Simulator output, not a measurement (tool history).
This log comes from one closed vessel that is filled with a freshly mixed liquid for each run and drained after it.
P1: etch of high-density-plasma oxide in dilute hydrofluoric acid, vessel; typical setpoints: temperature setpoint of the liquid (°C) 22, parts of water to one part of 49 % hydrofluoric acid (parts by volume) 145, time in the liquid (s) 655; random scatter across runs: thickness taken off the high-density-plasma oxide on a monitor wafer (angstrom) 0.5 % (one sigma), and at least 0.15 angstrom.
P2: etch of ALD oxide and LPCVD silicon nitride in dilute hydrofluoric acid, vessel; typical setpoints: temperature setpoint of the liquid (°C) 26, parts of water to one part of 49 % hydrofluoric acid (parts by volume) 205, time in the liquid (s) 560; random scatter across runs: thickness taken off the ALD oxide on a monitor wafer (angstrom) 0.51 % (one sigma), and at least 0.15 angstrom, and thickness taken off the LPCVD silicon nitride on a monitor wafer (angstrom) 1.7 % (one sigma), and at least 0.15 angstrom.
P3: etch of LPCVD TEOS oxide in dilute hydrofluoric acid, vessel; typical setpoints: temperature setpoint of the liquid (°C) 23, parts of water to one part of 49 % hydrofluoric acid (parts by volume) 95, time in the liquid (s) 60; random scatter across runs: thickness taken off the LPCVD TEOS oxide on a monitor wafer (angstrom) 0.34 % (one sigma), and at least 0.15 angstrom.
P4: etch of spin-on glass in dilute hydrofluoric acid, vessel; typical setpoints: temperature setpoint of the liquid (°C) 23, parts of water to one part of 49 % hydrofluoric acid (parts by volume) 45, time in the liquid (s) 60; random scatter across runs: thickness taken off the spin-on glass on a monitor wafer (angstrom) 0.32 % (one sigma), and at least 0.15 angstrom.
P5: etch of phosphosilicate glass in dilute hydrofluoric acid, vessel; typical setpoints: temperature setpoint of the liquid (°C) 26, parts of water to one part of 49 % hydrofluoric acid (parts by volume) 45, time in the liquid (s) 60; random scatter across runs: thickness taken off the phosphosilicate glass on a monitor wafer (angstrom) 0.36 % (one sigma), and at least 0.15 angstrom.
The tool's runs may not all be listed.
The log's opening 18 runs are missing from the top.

run,hour,process that ran,temperature setpoint of the liquid (°C),parts of water to one part of 49 % hydrofluoric acid (parts by volume),time in the liquid (s),thickness taken off the high-density-plasma oxide on a monitor wafer (angstrom),thickness taken off the phosphosilicate glass on a monitor wafer (angstrom),thickness taken off the spin-on glass on a monitor wafer (angstrom),thickness taken off the LPCVD TEOS oxide on a monitor wafer (angstrom),thickness taken off the ALD oxide on a monitor wafer (angstrom),thickness taken off the LPCVD silicon nitride on a monitor wafer (angstrom)
19,208.9,P3,31.5,95,60,,,,317.24,,
20,218.7,P5,26,45,100,,3692.3,,,,
21,228.2,P4,23,45,60,,,511.15,,,
22,238.4,P1,22,145,655,200.54,,,,,
23,246.7,P2,32,205,560,,,,,679.53,22.315
24,254.2,P2,26,205,560,,,,,554.92,15.519
25,262.6,P1,22,90,655,343.91,,,,,
26,272.6,P1,22,145,655,202.42,,,,,
27,285.7,P4,23,45,115,,,987.56,,,
28,298.5,P3,23,95,60,,,,229.94,,
29,304.9,P1,22,145,655,199.35,,,,,
30,311.9,P3,23,95,60,,,,229.2,,
31,320.2,P1,22,260,655,98.826,,,,,

Forecast run 32:
32,326.1,P1,22,145,160,?,,,,,

thickness taken off the high-density-plasma oxide on a monitor wafer (angstrom): 48.627

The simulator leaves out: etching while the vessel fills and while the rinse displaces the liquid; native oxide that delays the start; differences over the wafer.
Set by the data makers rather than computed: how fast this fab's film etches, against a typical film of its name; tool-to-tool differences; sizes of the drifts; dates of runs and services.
